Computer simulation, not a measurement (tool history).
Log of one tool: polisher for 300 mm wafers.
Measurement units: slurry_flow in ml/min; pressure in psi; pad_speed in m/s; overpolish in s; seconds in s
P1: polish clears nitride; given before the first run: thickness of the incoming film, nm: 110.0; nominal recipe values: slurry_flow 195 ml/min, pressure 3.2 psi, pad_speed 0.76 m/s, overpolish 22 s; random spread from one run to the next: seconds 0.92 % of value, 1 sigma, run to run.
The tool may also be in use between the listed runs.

{"run": 1, "hour": 9.2, "slurry_flow": 195, "pressure": 3.2, "pad_speed": 0.76, "overpolish": 22, "seconds": 166.2}
{"run": 2, "hour": 14.7, "slurry_flow": 195, "pressure": 4.8, "pad_speed": 0.76, "overpolish": 22, "seconds": 111.17}
{"run": 3, "hour": 23.6, "slurry_flow": 195, "pressure": 3.2, "pad_speed": 1.18, "overpolish": 22, "seconds": 107.43}
{"run": 4, "hour": 30.8, "slurry_flow": 195, "pressure": 3.2, "pad_speed": 0.76, "overpolish": 40, "seconds": 162.67}
{"run": 5, "hour": 35.4, "slurry_flow": 195, "pressure": 1.8, "pad_speed": 0.76, "overpolish": 22, "seconds": 298.16}
{"run": 6, "hour": 41.5, "slurry_flow": 195, "pressure": 3.2, "pad_speed": 0.76, "overpolish": 22, "seconds": 165.99}
{"run": 7, "hour": 48.6, "slurry_flow": 195, "pressure": 3.2, "pad_speed": 0.5, "overpolish": 22, "seconds": 255.94}
{"run": 8, "hour": 56.0, "slurry_flow": 195, "pressure": 3.2, "pad_speed": 0.76, "overpolish": 22, "seconds": 167.99}
{"run": 9, "hour": 66.1, "slurry_flow": 195, "pressure": 3.2, "pad_speed": 0.76, "overpolish": 7, "seconds": 167.19}
{"run": 10, "hour": 75.8, "slurry_flow": 195, "pressure": 3.2, "pad_speed": 0.76, "overpolish": 22, "seconds": 165.27}
{"hour": 77.9, "done": "slurry nozzle cleaned"}
{"run": 11, "hour": 83.4, "slurry_flow": 195, "pressure": 3.2, "pad_speed": 0.44, "overpolish": 7, "seconds": 289.62}
{"run": 12, "hour": 88.8, "slurry_flow": 115, "pressure": 3.2, "pad_speed": 0.76, "overpolish": 22, "seconds": 181.2}
{"run": 13, "hour": 93.7, "slurry_flow": 195, "pressure": 3.2, "pad_speed": 1.12, "overpolish": 36, "seconds": 112.08}
{"run": 14, "hour": 99.8, "slurry_flow": 295, "pressure": 3.2, "pad_speed": 0.76, "overpolish": 22, "seconds": 159.94}
{"run": 15, "hour": 109.1, "slurry_flow": 195, "pressure": 3.2, "pad_speed": 0.76, "overpolish": 22, "seconds": 163.58}
{"run": 16, "hour": 118.0, "slurry_flow": 195, "pressure": 3.2, "pad_speed": 0.76, "overpolish": 22, "seconds": 172.99}
{"run": 17, "hour": 126.9, "slurry_flow": 195, "pressure": 3.2, "pad_speed": 0.76, "overpolish": 22, "seconds": 175.68}
{"run": 18, "hour": 132.0, "slurry_flow": 195, "pressure": 3.2, "pad_speed": 0.76, "overpolish": 22, "seconds": 178.86}
{"run": 19, "hour": 136.5, "slurry_flow": 195, "pressure": 3.2, "pad_speed": 0.76, "overpolish": 22, "seconds": 178.05}
{"run": 20, "hour": 143.0, "slurry_flow": 195, "pressure": 3.2, "pad_speed": 0.76, "overpolish": 22, "seconds": 176.48}
{"hour": 145.7, "done": "head pressure recalibrated"}
{"run": 21, "hour": 148.8, "slurry_flow": 195, "pressure": 3.2, "pad_speed": 0.76, "overpolish": 22, "seconds": 178.09}
{"run": 22, "hour": 153.4, "slurry_flow": 195, "pressure": 3.2, "pad_speed": 0.76, "overpolish": 22, "seconds": 177.49}
{"run": 23, "hour": 158.9, "slurry_flow": 195, "pressure": 3.2, "pad_speed": 0.76, "overpolish": 22, "seconds": 182.4}

What does the tool deliver on the next run?
{"run": 24, "hour": 164.0, "slurry_flow": 195, "pressure": 3.2, "pad_speed": 0.76, "overpolish": 22, "seconds": "?"}

Run 24 yielded seconds 181.21 s.
